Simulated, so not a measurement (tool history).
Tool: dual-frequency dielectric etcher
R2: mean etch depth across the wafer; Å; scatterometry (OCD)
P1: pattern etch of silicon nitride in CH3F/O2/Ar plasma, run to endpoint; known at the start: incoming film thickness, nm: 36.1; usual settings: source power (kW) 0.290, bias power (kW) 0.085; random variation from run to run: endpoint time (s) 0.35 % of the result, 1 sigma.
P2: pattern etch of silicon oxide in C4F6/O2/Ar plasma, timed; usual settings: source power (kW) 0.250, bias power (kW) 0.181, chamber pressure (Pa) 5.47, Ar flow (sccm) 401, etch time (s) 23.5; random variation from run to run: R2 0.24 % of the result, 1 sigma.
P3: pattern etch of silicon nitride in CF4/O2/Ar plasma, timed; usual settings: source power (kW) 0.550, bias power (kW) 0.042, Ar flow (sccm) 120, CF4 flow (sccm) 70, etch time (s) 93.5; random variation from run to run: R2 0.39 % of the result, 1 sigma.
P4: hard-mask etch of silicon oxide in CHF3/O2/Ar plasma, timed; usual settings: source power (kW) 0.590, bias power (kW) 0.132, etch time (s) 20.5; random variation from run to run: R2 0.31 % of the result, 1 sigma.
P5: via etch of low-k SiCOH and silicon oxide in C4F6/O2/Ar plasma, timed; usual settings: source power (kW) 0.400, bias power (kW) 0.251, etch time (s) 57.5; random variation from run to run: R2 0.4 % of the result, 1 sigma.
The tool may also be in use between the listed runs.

run 1 hour=13.5 | process_that_ran=P1 source_power_(kW)=0.290 bias_power_(kW)=0.085 | endpoint_time_(s)=56.565
run 2 hour=26.4 | process_that_ran=P1 source_power_(kW)=0.370 bias_power_(kW)=0.065 | endpoint_time_(s)=56.722
run 3 hour=34.9 | process_that_ran=P2 source_power_(kW)=0.250 bias_power_(kW)=0.181 chamber_pressure_(Pa)=5.47 Ar_flow_(sccm)=401 etch_time_(s)=23.5 | R2=573.97
run 4 hour=45.1 | process_that_ran=P5 source_power_(kW)=0.400 bias_power_(kW)=0.251 etch_time_(s)=34.0 | R2=1064.40
run 5 hour=58.8 | process_that_ran=P2 source_power_(kW)=0.250 bias_power_(kW)=0.181 chamber_pressure_(Pa)=5.47 Ar_flow_(sccm)=287 etch_time_(s)=23.5 | R2=595.12
run 6 hour=71.7 | process_that_ran=P4 source_power_(kW)=0.590 bias_power_(kW)=0.170 etch_time_(s)=20.5 | R2=397.44
run 7 hour=86.7 | process_that_ran=P3 source_power_(kW)=0.550 bias_power_(kW)=0.042 Ar_flow_(sccm)=81 etch_time_(s)=93.5 CF4_flow_(sccm)=70 | R2=1724.50
run 8 hour=102.9 | process_that_ran=P4 source_power_(kW)=0.590 bias_power_(kW)=0.132 etch_time_(s)=20.5 | R2=367.36
run 9 hour=118.5 | process_that_ran=P2 source_power_(kW)=0.250 bias_power_(kW)=0.181 chamber_pressure_(Pa)=7.27 Ar_flow_(sccm)=401 etch_time_(s)=23.5 | R2=555.08
run 10 hour=129.5 | process_that_ran=P2 source_power_(kW)=0.250 bias_power_(kW)=0.181 chamber_pressure_(Pa)=5.47 Ar_flow_(sccm)=401 etch_time_(s)=30.5 | R2=740.51
run 11 hour=140.9 | process_that_ran=P4 source_power_(kW)=0.590 bias_power_(kW)=0.132 etch_time_(s)=27.0 | R2=482.74
run 12 hour=151.9 | process_that_ran=P3 source_power_(kW)=0.550 bias_power_(kW)=0.042 Ar_flow_(sccm)=120 etch_time_(s)=93.5 CF4_flow_(sccm)=70 | R2=1644.00
run 13 hour=164.6 | process_that_ran=P1 source_power_(kW)=0.290 bias_power_(kW)=0.085 | endpoint_time_(s)=56.330
run 14 hour=181.3 | process_that_ran=P1 source_power_(kW)=0.290 bias_power_(kW)=0.085 | endpoint_time_(s)=56.695
run 15 hour=197.0 | process_that_ran=P3 source_power_(kW)=0.550 bias_power_(kW)=0.042 Ar_flow_(sccm)=120 etch_time_(s)=93.5 CF4_flow_(sccm)=89 | R2=1699.00
run 16 hour=205.6 | process_that_ran=P1 source_power_(kW)=0.290 bias_power_(kW)=0.085 | endpoint_time_(s)=56.814
run 17 hour=221.3 | process_that_ran=P1 source_power_(kW)=0.290 bias_power_(kW)=0.054 | endpoint_time_(s)=66.335
run 18 hour=233.2 | process_that_ran=P4 source_power_(kW)=0.480 bias_power_(kW)=0.132 etch_time_(s)=20.5 | R2=338.05
run 19 hour=246.3 | process_that_ran=P5 source_power_(kW)=0.400 bias_power_(kW)=0.251 etch_time_(s)=57.5 | R2=1810.40
run 20 hour=263.6 | process_that_ran=P1 source_power_(kW)=0.290 bias_power_(kW)=0.085 | endpoint_time_(s)=56.293
run 21 hour=280.3 | process_that_ran=P1 source_power_(kW)=0.290 bias_power_(kW)=0.118 | endpoint_time_(s)=49.944
run 22 hour=295.5 | process_that_ran=P5 source_power_(kW)=0.260 bias_power_(kW)=0.251 etch_time_(s)=57.5 | R2=1532.00
run 23 hour=305.5 | process_that_ran=P3 source_power_(kW)=0.550 bias_power_(kW)=0.042 Ar_flow_(sccm)=120 etch_time_(s)=61.5 CF4_flow_(sccm)=70 | R2=1071.80
run 24 hour=322.4 | process_that_ran=P1 source_power_(kW)=0.230 bias_power_(kW)=0.085 | endpoint_time_(s)=61.967
run 25 hour=333.1 | process_that_ran=P2 source_power_(kW)=0.180 bias_power_(kW)=0.181 chamber_pressure_(Pa)=5.47 Ar_flow_(sccm)=401 etch_time_(s)=23.5 | R2=504.48
run 26 hour=350.6 | process_that_ran=P3 source_power_(kW)=0.550 bias_power_(kW)=0.042 Ar_flow_(sccm)=120 etch_time_(s)=93.5 CF4_flow_(sccm)=70 | R2=1632.30

Run 27 comes next. What will it give?
run 27 hour=360.7 | process_that_ran=P1 source_power_(kW)=0.410 bias_power_(kW)=0.085 | endpoint_time_(s)=?

endpoint time (s): 49.474
